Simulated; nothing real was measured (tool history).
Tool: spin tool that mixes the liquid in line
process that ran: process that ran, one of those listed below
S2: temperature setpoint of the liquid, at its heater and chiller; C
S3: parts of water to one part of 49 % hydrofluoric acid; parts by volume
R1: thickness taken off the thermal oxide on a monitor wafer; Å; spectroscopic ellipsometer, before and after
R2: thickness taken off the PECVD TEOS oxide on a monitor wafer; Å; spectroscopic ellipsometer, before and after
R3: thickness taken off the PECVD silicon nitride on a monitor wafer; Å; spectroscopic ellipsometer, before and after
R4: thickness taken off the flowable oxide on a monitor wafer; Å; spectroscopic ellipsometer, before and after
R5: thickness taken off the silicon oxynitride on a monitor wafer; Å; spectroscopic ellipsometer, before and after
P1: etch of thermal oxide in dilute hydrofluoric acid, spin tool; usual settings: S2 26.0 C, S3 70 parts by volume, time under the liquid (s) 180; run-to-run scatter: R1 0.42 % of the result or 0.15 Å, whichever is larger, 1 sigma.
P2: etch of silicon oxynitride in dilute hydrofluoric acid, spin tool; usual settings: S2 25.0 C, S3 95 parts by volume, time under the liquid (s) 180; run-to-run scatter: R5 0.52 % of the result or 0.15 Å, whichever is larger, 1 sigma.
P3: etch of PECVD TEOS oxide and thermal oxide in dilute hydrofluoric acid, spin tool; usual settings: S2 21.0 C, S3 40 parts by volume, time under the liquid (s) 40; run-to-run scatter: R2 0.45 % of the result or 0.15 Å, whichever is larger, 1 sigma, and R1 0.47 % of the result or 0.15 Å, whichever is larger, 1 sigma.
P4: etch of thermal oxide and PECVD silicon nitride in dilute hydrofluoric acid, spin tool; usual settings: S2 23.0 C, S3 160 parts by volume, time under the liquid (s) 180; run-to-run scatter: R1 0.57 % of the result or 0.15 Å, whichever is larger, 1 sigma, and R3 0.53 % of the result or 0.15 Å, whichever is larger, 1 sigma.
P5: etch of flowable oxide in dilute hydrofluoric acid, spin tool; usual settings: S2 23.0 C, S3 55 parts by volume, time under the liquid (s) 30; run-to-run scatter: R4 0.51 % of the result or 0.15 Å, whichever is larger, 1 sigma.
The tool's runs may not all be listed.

run 1 hour=16.5 | process_that_ran=P1 S2=26.0 S3=70 time_under_the_liquid_(s)=180 | R1=138.840
run 2 hour=25.2 | process_that_ran=P1 S2=26.0 S3=20 time_under_the_liquid_(s)=300 | R1=857.730
run 3 hour=33.2 | process_that_ran=P3 S2=27.0 S3=40 time_under_the_liquid_(s)=40 | R1=59.325 R2=177.680
run 4 hour=44.4 | process_that_ran=P4 S2=23.0 S3=160 time_under_the_liquid_(s)=180 | R1=51.674 R3=40.785
run 5 hour=53.1 | process_that_ran=P1 S2=26.0 S3=70 time_under_the_liquid_(s)=75 | R1=57.524
run 6 hour=66.5 | process_that_ran=P4 S2=23.0 S3=45 time_under_the_liquid_(s)=180 | R1=211.730 R3=141.360
run 7 hour=81.4 | process_that_ran=P5 S2=23.0 S3=55 time_under_the_liquid_(s)=30 | R4=156.490
run 8 hour=90.0 | process_that_ran=P1 S2=26.0 S3=70 time_under_the_liquid_(s)=325 | R1=247.110
run 9 hour=104.3 | process_that_ran=P3 S2=21.0 S3=40 time_under_the_liquid_(s)=15 | R1=17.577 R2=52.035
run 10 hour=119.8 | process_that_ran=P4 S2=17.0 S3=160 time_under_the_liquid_(s)=180 | R1=40.737 R3=27.461
run 11 hour=135.5 | process_that_ran=P2 S2=25.0 S3=95 time_under_the_liquid_(s)=80 | R5=24.881
run 12 hour=150.6 | process_that_ran=P1 S2=26.0 S3=30 time_under_the_liquid_(s)=180 | R1=342.060
run 13 hour=158.3 | process_that_ran=P1 S2=26.0 S3=70 time_under_the_liquid_(s)=180 | R1=137.750
run 14 hour=166.2 | process_that_ran=P4 S2=23.0 S3=160 time_under_the_liquid_(s)=180 | R1=51.603 R3=39.914
run 15 hour=176.4 | process_that_ran=P1 S2=31.0 S3=70 time_under_the_liquid_(s)=180 | R1=167.980
run 16 hour=188.9 | process_that_ran=P4 S2=23.0 S3=160 time_under_the_liquid_(s)=290 | R1=82.608 R3=64.544
run 17 hour=202.5 | process_that_ran=P3 S2=21.0 S3=40 time_under_the_liquid_(s)=40 | R1=47.304 R2=138.830
run 18 hour=219.0 | process_that_ran=P1 S2=26.0 S3=70 time_under_the_liquid_(s)=180 | R1=138.420
run 19 hour=228.9 | process_that_ran=P5 S2=23.0 S3=20 time_under_the_liquid_(s)=30 | R4=455.050
run 20 hour=242.0 | process_that_ran=P3 S2=21.0 S3=40 time_under_the_liquid_(s)=40 | R1=46.427 R2=139.320
run 21 hour=254.8 | process_that_ran=P2 S2=25.0 S3=45 time_under_the_liquid_(s)=180 | R5=123.250
run 22 hour=263.8 | process_that_ran=P1 S2=26.0 S3=70 time_under_the_liquid_(s)=180 | R1=137.030
run 23 hour=273.8 | process_that_ran=P5 S2=23.0 S3=55 time_under_the_liquid_(s)=15 | R4=77.436
run 24 hour=284.8 | process_that_ran=P5 S2=27.5 S3=55 time_under_the_liquid_(s)=30 | R4=186.620
run 25 hour=295.8 | process_that_ran=P3 S2=21.0 S3=20 time_under_the_liquid_(s)=40 | R1=95.396 R2=285.650
run 26 hour=309.7 | process_that_ran=P1 S2=26.0 S3=125 time_under_the_liquid_(s)=180 | R1=71.335
run 27 hour=320.3 | process_that_ran=P2 S2=25.0 S3=95 time_under_the_liquid_(s)=180 | R5=55.996
run 28 hour=330.5 | process_that_ran=P1 S2=26.0 S3=70 time_under_the_liquid_(s)=180 | R1=137.570
run 29 hour=345.4 | process_that_ran=P1 S2=20.0 S3=70 time_under_the_liquid_(s)=180 | R1=107.800
run 30 hour=353.0 | process_that_ran=P2 S2=31.0 S3=95 time_under_the_liquid_(s)=180 | R5=73.236
run 31 hour=368.8 | process_that_ran=P1 S2=26.0 S3=70 time_under_the_liquid_(s)=180 | R1=137.820
run 32 hour=380.0 | process_that_ran=P1 S2=26.0 S3=70 time_under_the_liquid_(s)=180 | R1=141.870
run 33 hour=387.7 | process_that_ran=P1 S2=26.0 S3=70 time_under_the_liquid_(s)=180 | R1=142.680
run 34 hour=395.6 | process_that_ran=P1 S2=26.0 S3=70 time_under_the_liquid_(s)=180 | R1=143.930
run 35 hour=410.3 | process_that_ran=P1 S2=26.0 S3=70 time_under_the_liquid_(s)=180 | R1=145.360
run 36 hour=426.1 | process_that_ran=P1 S2=26.0 S3=70 time_under_the_liquid_(s)=180 | R1=146.450
run 37 hour=441.4 | process_that_ran=P1 S2=26.0 S3=70 time_under_the_liquid_(s)=180 | R1=147.200
run 38 hour=451.8 | process_that_ran=P1 S2=26.0 S3=70 time_under_the_liquid_(s)=180 | R1=148.550
run 39 hour=465.2 | process_that_ran=P1 S2=26.0 S3=70 time_under_the_liquid_(s)=180 | R1=148.510
run 40 hour=481.2 | process_that_ran=P1 S2=26.0 S3=70 time_under_the_liquid_(s)=180 | R1=147.980

What P1 gives has crept away from where it was. These 2 causes fit the log equally well, each at the size given:
A: hydrofluoric acid flow above the setpoint (%) = 7.08
B: liquid hotter than its thermometer reads (K) = 1.89
The creep began at about hour 368.8.

4 check runs are offered, one wafer each, their results left as question marks. Which one tells the causes apart?
run check 1 hour=497.2 | process_that_ran=P4 S2=17.0 S3=55 time_under_the_liquid_(s)=180 | R1=? R3=?
run check 2 hour=497.2 | process_that_ran=P2 S2=30.0 S3=95 time_under_the_liquid_(s)=180 | R5=?
run check 3 hour=497.2 | process_that_ran=P3 S2=25.5 S3=20 time_under_the_liquid_(s)=40 | R1=? R2=?
run check 4 hour=497.2 | process_that_ran=P5 S2=23.0 S3=20 time_under_the_liquid_(s)=15 | R4=?

What each check would give under each cause:
check=check_1 result=R1 if_A=140.960 if_B=142.200
check=check_1 result=R3 if_A=81.152 if_B=86.754
check=check_2 result=R5 if_A=75.899 if_B=76.622
check=check_3 result=R1 if_A=123.860 if_B=124.880
check=check_3 result=R2 if_A=369.870 if_B=372.940
check=check_4 result=R4 if_A=240.500 if_B=242.870
How far apart the two closest causes lie, in the result that separates them most: check 1 6.68 %; check 2 0.95 %; check 3 0.82 %; check 4 0.98 %
Check 1 tells the causes apart: in the others they would give nearly the same result.

Check 1 was then run and gave: R1 140.730 Å; R3 81.583 Å. Which cause is it?

It is A: hydrofluoric acid flow above the setpoint (%).
